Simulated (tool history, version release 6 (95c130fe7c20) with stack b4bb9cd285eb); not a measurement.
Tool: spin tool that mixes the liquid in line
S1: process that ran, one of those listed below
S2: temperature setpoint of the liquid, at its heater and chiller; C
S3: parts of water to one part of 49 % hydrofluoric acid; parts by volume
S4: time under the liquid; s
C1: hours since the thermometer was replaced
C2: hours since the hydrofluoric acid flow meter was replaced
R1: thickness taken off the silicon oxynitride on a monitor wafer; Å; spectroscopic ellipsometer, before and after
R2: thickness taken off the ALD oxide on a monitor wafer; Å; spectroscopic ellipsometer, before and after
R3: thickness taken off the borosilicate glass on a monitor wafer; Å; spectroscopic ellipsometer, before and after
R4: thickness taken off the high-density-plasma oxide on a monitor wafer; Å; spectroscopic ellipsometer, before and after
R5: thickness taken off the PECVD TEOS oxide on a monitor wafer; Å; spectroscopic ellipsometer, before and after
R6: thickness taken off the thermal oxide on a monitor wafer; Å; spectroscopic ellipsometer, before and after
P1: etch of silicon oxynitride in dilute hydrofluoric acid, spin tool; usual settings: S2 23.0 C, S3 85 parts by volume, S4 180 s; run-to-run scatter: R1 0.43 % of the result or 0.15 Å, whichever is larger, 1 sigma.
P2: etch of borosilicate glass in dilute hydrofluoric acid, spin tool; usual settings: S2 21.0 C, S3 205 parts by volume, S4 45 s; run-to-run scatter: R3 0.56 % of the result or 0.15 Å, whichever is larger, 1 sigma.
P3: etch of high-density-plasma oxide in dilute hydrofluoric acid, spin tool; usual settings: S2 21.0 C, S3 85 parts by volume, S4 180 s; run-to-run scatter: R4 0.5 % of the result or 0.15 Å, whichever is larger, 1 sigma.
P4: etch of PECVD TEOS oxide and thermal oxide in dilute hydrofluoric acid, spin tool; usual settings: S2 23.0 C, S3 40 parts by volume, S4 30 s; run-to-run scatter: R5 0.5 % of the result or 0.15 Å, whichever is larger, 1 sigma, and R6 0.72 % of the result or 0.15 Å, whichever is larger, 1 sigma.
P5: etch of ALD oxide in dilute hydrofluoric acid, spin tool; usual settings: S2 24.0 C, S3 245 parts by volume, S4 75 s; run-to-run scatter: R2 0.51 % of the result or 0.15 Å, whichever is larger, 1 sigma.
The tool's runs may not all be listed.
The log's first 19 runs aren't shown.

Run 20, hour 140.2: S1 P4, S2 23.0 C, S3 65 parts by volume, S4 30 s; C1 828.7; C2 737.5. Result: R5 101.93 Å, R6 22.697 Å.
Run 21, hour 150.6: S1 P5, S2 24.0 C, S3 245 parts by volume, S4 75 s; C1 839.1; C2 747.9. Result: R2 68.802 Å.
Run 22, hour 159.6: S1 P3, S2 21.0 C, S3 85 parts by volume, S4 180 s; C1 848.1; C2 756.9. Result: R4 122.35 Å.
Run 23, hour 169.5: S1 P1, S2 18.0 C, S3 85 parts by volume, S4 180 s; C1 858.0; C2 766.8. Result: R1 44.921 Å.
Run 24, hour 177.3: S1 P1, S2 27.5 C, S3 85 parts by volume, S4 180 s; C1 865.8; C2 774.6. Result: R1 71.571 Å.
Run 25, hour 184.1: S1 P5, S2 24.0 C, S3 430 parts by volume, S4 75 s; C1 872.6; C2 781.4. Result: R2 33.066 Å.
Run 26, hour 189.2: S1 P1, S2 23.0 C, S3 85 parts by volume, S4 180 s; C1 877.7; C2 786.5. Result: R1 57.861 Å.
Run 27, hour 198.6: S1 P1, S2 23.0 C, S3 85 parts by volume, S4 50 s; C1 887.1; C2 795.9. Result: R1 16.074 Å.

Run 28 comes next. What will it give?
Run 28, hour 207.6: S1 P3, S2 21.0 C, S3 85 parts by volume, S4 350 s; C1 896.1; C2 804.9. Result: R4 ?.

Run 28 gave R4 239.23 Å.

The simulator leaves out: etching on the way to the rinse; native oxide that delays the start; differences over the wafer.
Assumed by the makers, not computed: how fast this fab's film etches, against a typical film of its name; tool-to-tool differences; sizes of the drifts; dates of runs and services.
